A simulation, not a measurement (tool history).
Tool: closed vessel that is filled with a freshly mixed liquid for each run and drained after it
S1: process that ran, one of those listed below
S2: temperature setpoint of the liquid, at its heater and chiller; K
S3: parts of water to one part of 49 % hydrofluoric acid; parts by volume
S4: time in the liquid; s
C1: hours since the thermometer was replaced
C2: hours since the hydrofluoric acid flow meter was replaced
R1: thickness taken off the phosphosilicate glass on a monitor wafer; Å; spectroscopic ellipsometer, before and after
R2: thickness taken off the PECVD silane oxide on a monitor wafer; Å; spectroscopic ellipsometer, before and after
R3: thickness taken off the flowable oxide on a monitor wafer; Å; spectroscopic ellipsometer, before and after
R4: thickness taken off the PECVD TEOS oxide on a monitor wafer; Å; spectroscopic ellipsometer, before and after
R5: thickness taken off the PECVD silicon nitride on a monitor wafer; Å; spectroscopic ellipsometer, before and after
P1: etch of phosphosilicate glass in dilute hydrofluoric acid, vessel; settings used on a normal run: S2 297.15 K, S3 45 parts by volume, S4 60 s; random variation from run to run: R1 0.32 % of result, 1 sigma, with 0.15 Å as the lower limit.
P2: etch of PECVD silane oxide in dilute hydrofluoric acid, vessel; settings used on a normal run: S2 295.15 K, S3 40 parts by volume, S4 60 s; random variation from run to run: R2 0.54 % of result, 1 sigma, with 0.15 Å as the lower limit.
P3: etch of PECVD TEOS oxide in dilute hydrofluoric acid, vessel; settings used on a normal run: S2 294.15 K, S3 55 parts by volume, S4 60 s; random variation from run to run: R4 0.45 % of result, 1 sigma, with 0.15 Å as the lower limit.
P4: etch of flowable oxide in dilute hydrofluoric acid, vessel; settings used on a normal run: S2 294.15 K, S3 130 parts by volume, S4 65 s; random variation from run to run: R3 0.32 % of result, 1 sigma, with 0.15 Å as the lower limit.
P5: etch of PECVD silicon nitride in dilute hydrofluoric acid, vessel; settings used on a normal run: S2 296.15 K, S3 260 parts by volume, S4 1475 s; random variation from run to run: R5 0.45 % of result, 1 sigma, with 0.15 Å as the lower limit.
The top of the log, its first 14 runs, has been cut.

run   hour  S1      S2   S3    S4      C1      C2      R1      R2      R3      R4      R5
 15  111.5  P5  299.65  260  1475  1075.1  1326.6                                     259
 16  122.4  P4  290.15  130    65    1086  1337.5                  132.56
 17  129.4  P2  295.15   40    30    1093  1344.5          112.03
 18    136  P1  297.15   20    60  1099.6  1351.1  1972.1
 19  142.8  P5  296.15  115  1475  1106.4  1357.9                                  463.79
 20  150.1  P1  301.65   45    30  1113.7  1365.2  508.27
 21  159.9  P5  296.15  260  1475  1123.5    1375                                  208.71
 22  170.3  P1  297.15   45    60  1133.9  1385.4  852.04
 23  178.3  P1  301.15   45    60  1141.9  1393.4  998.82
 24  187.9  P3  299.15   55    60  1151.5    1403                          321.98
 25  192.7  P3  294.15   90    60  1156.3  1407.8                          152.15

Estimate the outcome of run 26 from the log above:
 26  201.4  P1  297.15  45  60  1165  1416.5   ?

{"run 26": {"R1": 845.32}}
